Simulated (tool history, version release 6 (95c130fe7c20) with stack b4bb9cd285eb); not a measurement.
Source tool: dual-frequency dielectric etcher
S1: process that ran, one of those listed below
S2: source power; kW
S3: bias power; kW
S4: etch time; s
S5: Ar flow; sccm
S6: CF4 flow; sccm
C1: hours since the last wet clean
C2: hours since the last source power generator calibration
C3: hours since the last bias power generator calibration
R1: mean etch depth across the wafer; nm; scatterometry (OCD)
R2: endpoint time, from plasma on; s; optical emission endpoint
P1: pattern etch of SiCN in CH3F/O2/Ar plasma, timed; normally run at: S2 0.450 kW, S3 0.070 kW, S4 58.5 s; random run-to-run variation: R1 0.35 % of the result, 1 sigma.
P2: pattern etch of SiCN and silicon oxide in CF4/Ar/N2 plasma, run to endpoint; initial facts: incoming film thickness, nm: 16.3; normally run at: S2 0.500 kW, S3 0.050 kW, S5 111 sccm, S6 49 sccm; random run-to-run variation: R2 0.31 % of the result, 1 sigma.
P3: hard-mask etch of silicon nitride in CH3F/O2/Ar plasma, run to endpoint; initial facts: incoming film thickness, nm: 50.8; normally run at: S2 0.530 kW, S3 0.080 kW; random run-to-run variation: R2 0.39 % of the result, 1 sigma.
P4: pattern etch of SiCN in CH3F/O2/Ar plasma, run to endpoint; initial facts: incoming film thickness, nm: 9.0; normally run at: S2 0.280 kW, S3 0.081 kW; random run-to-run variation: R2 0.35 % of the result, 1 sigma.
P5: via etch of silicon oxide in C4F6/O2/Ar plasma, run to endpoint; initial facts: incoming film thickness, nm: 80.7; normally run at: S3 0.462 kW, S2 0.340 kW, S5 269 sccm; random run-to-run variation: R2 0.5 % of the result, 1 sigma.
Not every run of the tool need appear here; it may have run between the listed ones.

{"run": 1, "hour": 10.9, "S1": "P1", "S2": 0.45, "S3": 0.07, "S4": 58.5, "C1": 220.5, "C2": 837.7, "C3": 1146.5, "R1": 22.47}
{"run": 2, "hour": 18.9, "S1": "P3", "S2": 0.53, "S3": 0.08, "C1": 228.5, "C2": 845.7, "C3": 1154.5, "R2": 61.685}
{"run": 3, "hour": 29.2, "S1": "P1", "S2": 0.45, "S3": 0.07, "S4": 58.5, "C1": 238.8, "C2": 856.0, "C3": 1164.8, "R1": 22.465}
{"run": 4, "hour": 37.5, "S1": "P1", "S2": 0.28, "S3": 0.07, "S4": 58.5, "C1": 247.1, "C2": 864.3, "C3": 1173.1, "R1": 18.838}
{"run": 5, "hour": 45.1, "S1": "P5", "S2": 0.34, "S3": 0.462, "S5": 269, "C1": 254.7, "C2": 871.9, "C3": 1180.7, "R2": 19.062}
{"run": 6, "hour": 53.4, "S1": "P1", "S2": 0.45, "S3": 0.053, "S4": 58.5, "C1": 263.0, "C2": 880.2, "C3": 1189.0, "R1": 20.537}
{"run": 7, "hour": 64.3, "S1": "P5", "S2": 0.34, "S3": 0.462, "S5": 371, "C1": 273.9, "C2": 891.1, "C3": 1199.9, "R2": 19.801}
{"run": 8, "hour": 72.3, "S1": "P3", "S2": 0.53, "S3": 0.109, "C1": 281.9, "C2": 899.1, "C3": 1207.9, "R2": 55.211}
{"run": 9, "hour": 82.5, "S1": "P1", "S2": 0.45, "S3": 0.07, "S4": 32.5, "C1": 292.1, "C2": 909.3, "C3": 1218.1, "R1": 12.444}
{"run": 10, "hour": 92.5, "S1": "P1", "S2": 0.45, "S3": 0.084, "S4": 58.5, "C1": 302.1, "C2": 919.3, "C3": 1228.1, "R1": 23.894}
{"run": 11, "hour": 98.4, "S1": "P1", "S2": 0.45, "S3": 0.07, "S4": 58.5, "C1": 308.0, "C2": 925.2, "C3": 1234.0, "R1": 22.503}
{"run": 12, "hour": 111.1, "S1": "P3", "S2": 0.42, "S3": 0.08, "C1": 320.7, "C2": 937.9, "C3": 1246.7, "R2": 67.387}
{"run": 13, "hour": 122.7, "S1": "P1", "S2": 0.57, "S3": 0.07, "S4": 84.5, "C1": 332.3, "C2": 949.5, "C3": 1258.3, "R1": 35.474}
{"run": 14, "hour": 131.9, "S1": "P4", "S2": 0.28, "S3": 0.081, "C1": 341.5, "C2": 958.7, "C3": 1267.5, "R2": 26.337}
{"run": 15, "hour": 137.5, "S1": "P2", "S2": 0.61, "S3": 0.05, "S5": 111, "S6": 49, "C1": 347.1, "C2": 964.3, "C3": 1273.1, "R2": 17.693}
{"run": 16, "hour": 145.5, "S1": "P1", "S2": 0.45, "S3": 0.07, "S4": 76.0, "C1": 355.1, "C2": 972.3, "C3": 1281.1, "R1": 29.164}
{"run": 17, "hour": 157.6, "S1": "P5", "S2": 0.34, "S3": 0.637, "S5": 269, "C1": 367.2, "C2": 984.4, "C3": 1293.2, "R2": 16.867}
{"run": 18, "hour": 164.9, "S1": "P2", "S2": 0.5, "S3": 0.05, "S5": 111, "S6": 49, "C1": 374.5, "C2": 991.7, "C3": 1300.5, "R2": 21.227}
{"run": 19, "hour": 171.8, "S1": "P1", "S2": 0.45, "S3": 0.07, "S4": 58.5, "C1": 381.4, "C2": 998.6, "C3": 1307.4, "R1": 22.329}
{"run": 20, "hour": 184.7, "S1": "P2", "S2": 0.5, "S3": 0.05, "S5": 111, "S6": 67, "C1": 394.3, "C2": 1011.5, "C3": 1320.3, "R2": 20.048}
{"run": 21, "hour": 190.9, "S1": "P1", "S2": 0.63, "S3": 0.07, "S4": 58.5, "C1": 400.5, "C2": 1017.7, "C3": 1326.5, "R1": 25.384}
{"run": 22, "hour": 201.9, "S1": "P5", "S2": 0.28, "S3": 0.462, "S5": 269, "C1": 411.5, "C2": 1028.7, "C3": 1337.5, "R2": 20.433}
{"run": 23, "hour": 209.1, "S1": "P4", "S2": 0.28, "S3": 0.081, "C1": 418.7, "C2": 1035.9, "C3": 1344.7, "R2": 26.361}
{"run": 24, "hour": 222.0, "S1": "P1", "S2": 0.45, "S3": 0.07, "S4": 58.5, "C1": 431.6, "C2": 1048.8, "C3": 1357.6, "R1": 22.417}
{"run": 25, "hour": 232.7, "S1": "P2", "S2": 0.5, "S3": 0.05, "S5": 155, "S6": 49, "C1": 442.3, "C2": 1059.5, "C3": 1368.3, "R2": 22.629}
{"run": 26, "hour": 245.3, "S1": "P2", "S2": 0.5, "S3": 0.03, "S5": 111, "S6": 49, "C1": 454.9, "C2": 1072.1, "C3": 1380.9, "R2": 24.867}

Predict the results of run 27:
{"run": 27, "hour": 258.0, "S1": "P5", "S2": 0.34, "S3": 0.462, "S5": 269, "C1": 467.6, "C2": 1084.8, "C3": 1393.6, "R2": "?"}

R2: 19.003 s

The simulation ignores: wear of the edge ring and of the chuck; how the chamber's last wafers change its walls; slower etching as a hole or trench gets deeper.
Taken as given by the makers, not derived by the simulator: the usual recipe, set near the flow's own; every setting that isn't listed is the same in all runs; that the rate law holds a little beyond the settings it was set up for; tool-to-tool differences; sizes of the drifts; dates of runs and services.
